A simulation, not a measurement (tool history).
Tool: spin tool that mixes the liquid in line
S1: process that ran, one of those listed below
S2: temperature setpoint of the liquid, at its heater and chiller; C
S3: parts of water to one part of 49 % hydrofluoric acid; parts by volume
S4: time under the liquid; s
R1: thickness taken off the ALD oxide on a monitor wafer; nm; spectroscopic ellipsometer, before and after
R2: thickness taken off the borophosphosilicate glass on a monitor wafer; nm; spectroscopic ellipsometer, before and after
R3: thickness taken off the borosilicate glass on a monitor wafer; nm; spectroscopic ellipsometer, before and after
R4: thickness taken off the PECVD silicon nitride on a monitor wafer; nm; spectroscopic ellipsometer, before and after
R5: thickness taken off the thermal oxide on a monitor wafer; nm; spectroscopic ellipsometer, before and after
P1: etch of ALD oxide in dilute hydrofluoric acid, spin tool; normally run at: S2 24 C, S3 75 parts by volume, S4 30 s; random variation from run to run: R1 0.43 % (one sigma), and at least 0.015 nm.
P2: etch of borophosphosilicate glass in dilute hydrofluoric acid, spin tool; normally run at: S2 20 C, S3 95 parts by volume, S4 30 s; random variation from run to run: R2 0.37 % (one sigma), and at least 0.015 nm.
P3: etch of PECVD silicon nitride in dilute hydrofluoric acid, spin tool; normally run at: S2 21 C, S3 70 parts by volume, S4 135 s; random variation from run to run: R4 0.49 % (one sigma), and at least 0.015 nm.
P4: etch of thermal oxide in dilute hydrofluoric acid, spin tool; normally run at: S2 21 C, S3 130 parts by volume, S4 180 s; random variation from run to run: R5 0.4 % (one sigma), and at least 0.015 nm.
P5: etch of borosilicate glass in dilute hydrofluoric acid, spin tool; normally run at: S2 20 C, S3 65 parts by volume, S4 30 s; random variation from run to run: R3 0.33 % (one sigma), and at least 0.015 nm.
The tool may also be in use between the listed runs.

run   hour  S1    S2   S3   S4      R1      R2      R3      R4      R5
  1   14.2  P1    24   75   30  13.291
  2   25.3  P2    20   95   30          12.964
  3   42.2  P2    20   95   30          12.812
  4   56.1  P5    20   35   30                  28.918
  5   71.8  P3    21  105  135                          5.4595
  6   87.6  P4    17  130  180                                  4.8223
  7   98.8  P3    17   70  135                          6.2086
  8  114.7  P5    20   65   30                  15.074
  9  127.7  P1    19   75   30  10.857
 10  139.6  P1    24   75   15   6.712
 11    151  P2    17   95   30          11.406
 12  163.9  P5    20   65   15                  7.5506
 13  177.4  P1  20.5   25   30  37.113
 14  195.8  P4    21  130   65                                   2.047
 15  207.6  P1    24   45   30  23.137
 16  215.9  P2    20   95   15          6.4217
 17  232.3  P3    21   70  255                          15.405
 18  248.8  P5    20   65   30                  15.109
 19  267.7  P4    21  130  180                                  5.6586
 20  276.7  P2    20  160   30          7.1612
 21  290.2  P3    21   70  135                          8.0625
 22  299.2  P5    28   65   30                  20.657
 23  317.2  P4    21  240  180                                   2.754
 24  332.9  P1    24   75   30  13.395
 25  347.6  P1    24   75   30  13.421
 26  356.3  P1    24   75   50  22.252
 27    371  P1    24   75   30  13.497
 28  380.1  P3    21   70  135                          8.0366
 29    390  P1    31   75   30  17.715
 30  402.9  P1    24  115   30  8.3649
 31  419.3  P1    24   75   30  13.344
 32  436.4  P1    24   75   30  12.871
 33  455.2  P1    24   75   30  12.642
 34    466  P1    24   75   30  12.533
 35  477.9  P1    24   75   30   12.34
 36    489  P1    24   75   30  12.281
 37  507.4  P1    24   75   30  12.272
 38  522.1  P1    24   75   30  12.094
 39  530.9  P1    24   75   30  12.212

What P1 gives has crept away from where it was. These 2 causes fit the log equally well, each at the size given:
A: liquid colder than its thermometer reads (K) = 2.34
B: hydrofluoric acid flow below the setpoint (%) = 8.29
The creep began at about hour 419.3.

4 check runs are offered, one wafer each, their results left as question marks. Which one tells the causes apart?
check 1  539.7  P2  20   95   30       ?
check 2  539.7  P4  21  130  180                   ?
check 3  539.7  P3  21   70  135               ?
check 4  539.7  P5  20   65   30           ?

What each check would give under each cause:
  check  result    if A    if B
check 1      R2  11.719  11.733
check 2      R5  5.1586  5.1337
check 3      R4  6.9279   7.481
check 4      R3  13.634  13.714
How far apart the two closest causes lie, in the result that separates them most: check 1 0.13 %; check 2 0.48 %; check 3 7.68 %; check 4 0.58 %
Only check 3 tells the causes apart: in the others they would give nearly the same result.

Then check 3 was run and gave: R4 7.4959 nm. Which cause is it?

It is B: hydrofluoric acid flow below the setpoint (%).
